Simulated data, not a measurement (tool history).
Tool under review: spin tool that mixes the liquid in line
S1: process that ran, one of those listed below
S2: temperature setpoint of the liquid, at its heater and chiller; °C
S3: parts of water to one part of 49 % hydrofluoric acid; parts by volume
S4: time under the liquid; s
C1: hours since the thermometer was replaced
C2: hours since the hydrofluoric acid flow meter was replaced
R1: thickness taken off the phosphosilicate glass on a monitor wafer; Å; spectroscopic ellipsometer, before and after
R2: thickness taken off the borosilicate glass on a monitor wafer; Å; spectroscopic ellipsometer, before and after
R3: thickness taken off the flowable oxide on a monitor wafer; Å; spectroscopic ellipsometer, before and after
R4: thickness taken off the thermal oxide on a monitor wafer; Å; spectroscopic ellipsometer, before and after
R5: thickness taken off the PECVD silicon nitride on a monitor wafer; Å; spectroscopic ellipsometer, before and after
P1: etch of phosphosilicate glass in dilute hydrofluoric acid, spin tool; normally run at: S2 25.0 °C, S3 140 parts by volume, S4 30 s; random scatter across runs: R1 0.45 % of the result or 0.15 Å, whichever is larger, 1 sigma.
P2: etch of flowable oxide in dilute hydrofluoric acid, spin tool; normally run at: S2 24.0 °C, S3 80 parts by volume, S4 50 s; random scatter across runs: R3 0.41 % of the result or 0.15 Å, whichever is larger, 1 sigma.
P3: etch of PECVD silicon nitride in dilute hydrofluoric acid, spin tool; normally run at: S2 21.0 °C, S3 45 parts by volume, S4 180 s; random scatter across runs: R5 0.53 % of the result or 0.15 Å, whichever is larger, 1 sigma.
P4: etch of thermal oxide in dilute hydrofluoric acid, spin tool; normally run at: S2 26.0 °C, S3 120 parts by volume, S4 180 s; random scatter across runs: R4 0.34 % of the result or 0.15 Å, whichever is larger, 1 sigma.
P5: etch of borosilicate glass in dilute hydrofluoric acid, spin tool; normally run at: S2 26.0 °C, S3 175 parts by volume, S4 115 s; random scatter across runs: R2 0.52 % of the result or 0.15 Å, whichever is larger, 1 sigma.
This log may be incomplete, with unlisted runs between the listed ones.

run   hour  S1    S2   S3   S4     C1     C2      R1      R2       R3        R4       R5
  1    8.2  P1  25.0  140   30  580.2  421.4  268.78
  2   16.0  P5  26.0  175  115  588.0  429.2          200.45
  3   22.7  P2  24.0   80   50  594.7  435.9                  231.320
  4   27.6  P1  29.5  140   30  599.6  440.8  318.92
  5   33.4  P1  25.0  140   30  605.4  446.6  266.42
  6   42.1  P4  26.0  120  180  614.1  455.3                            70.6050
  7   51.1  P1  17.5  140   30  623.1  464.3  199.12
  8   58.4  P4  30.5  120  180  630.4  471.6                            83.1640
  9   64.9  P3  21.0   75  180  636.9  478.1                                      61.552
 10   69.3  P1  25.0  140   30  641.3  482.5  268.57
 11   77.6  P4  26.0   25  180  649.6  490.8                           384.7400
 12   85.1  P4  26.0  120   20  657.1  498.3                             7.8384
 13   92.4  P2  24.0   35   50  664.4  505.6                  563.110
 14  102.0  P1  20.0  140   15  674.0  515.2  110.59
 15  107.6  P2  28.0   80   50  679.6  520.8                  269.900
 16  115.3  P5  26.0  175  115  687.3  528.5          199.32
 17  123.3  P1  25.0  210   30  695.3  536.5  166.20
 18  131.6  P1  20.5  245   30  703.6  544.8  115.39
 19  140.1  P3  21.0   45  180  712.1  553.3                                     101.320
 20  147.1  P1  25.0   85   30  719.1  560.3  479.17
 21  152.9  P3  29.0   45  180  724.9  566.1                                     173.340
 22  157.6  P1  25.0   95   50  729.6  570.8  695.81
 23  164.9  P5  26.0   95  115  736.9  578.1          405.16
 24  173.5  P4  26.0  120  180  745.5  586.7                            70.3870
 25  181.6  P1  25.0  140   60  753.6  594.8  537.88
     185.7  -- hydrofluoric acid flow meter replaced
 26  189.2  P1  25.0  140   30  761.2    3.6  269.31
 27  196.2  P2  24.0   80   15  768.2   10.6                   69.611
 28  205.3  P2  24.0   80   50  777.3   19.7                  230.260
 29  212.3  P3  21.0   45   70  784.3   26.7                                      39.555
 30  219.2  P1  25.0  140   15  791.2   33.6  134.46
 31  224.6  P5  26.0  175  210  796.6   39.0          360.74
 32  231.0  P5  32.5  175  115  803.0   45.4          253.70
 33  240.3  P1  25.0  140   30  812.3   54.7  270.21
 34  247.8  P1  25.0  140   30  819.8   62.2  269.74
 35  252.3  P1  25.0  140   30  824.3   66.7  264.14
 36  256.7  P1  25.0  140   30  828.7   71.1  257.70
 37  266.1  P1  25.0  140   30  838.1   80.5  254.05
 38  272.0  P1  25.0  140   30  844.0   86.4  249.25
 39  278.0  P1  25.0  140   30  850.0   92.4  247.41
 40  283.8  P1  25.0  140   30  855.8   98.2  247.87
 41  288.3  P1  25.0  140   30  860.3  102.7  248.39
 42  297.1  P1  25.0  140   30  869.1  111.5  247.34
 43  301.5  P1  25.0  140   30  873.5  115.9  246.66
 44  310.9  P1  25.0  140   30  882.9  125.3  243.81

Compared with where it was, what P1 gives has crept away. Each cause listed below fits the log as well as the rest, at the size given for it:
A: hydrofluoric acid flow below the setpoint (%) = 7.36
B: liquid colder than its thermometer reads (K) = 2.33
The drift started at roughly hour 247.8.

Consider the 4 single-wafer check runs listed below, results given as question marks: which one distinguishes between the causes by giving clearly different results for each?
check 1  320.3  P4  26.0  120  180                       ?
check 2  320.3  P3  21.0   45  180                           ?
check 3  320.3  P5  26.0  175  115               ?
check 4  320.3  P2  24.0   80   50                   ?

How each check would come out, cause by cause:
  check  result     if A     if B
check 1      R4  64.4430  64.3130
check 2      R5   94.683   86.710
check 3      R2   182.88   183.91
check 4      R3  212.950  210.810
Separation of the two closest causes in each check, using whichever result separates them best: check 1 0.2 %; check 2 8.8 %; check 3 0.56 %; check 4 1.01 %
Check 2 is the one run that separates the causes; every other check would come out nearly the same whichever cause is at work.

Check 2 has now been run. It gave: R5 95.139 Å. Which of the candidate causes is it?

Of the candidate causes, it is A: hydrofluoric acid flow below the setpoint (%).
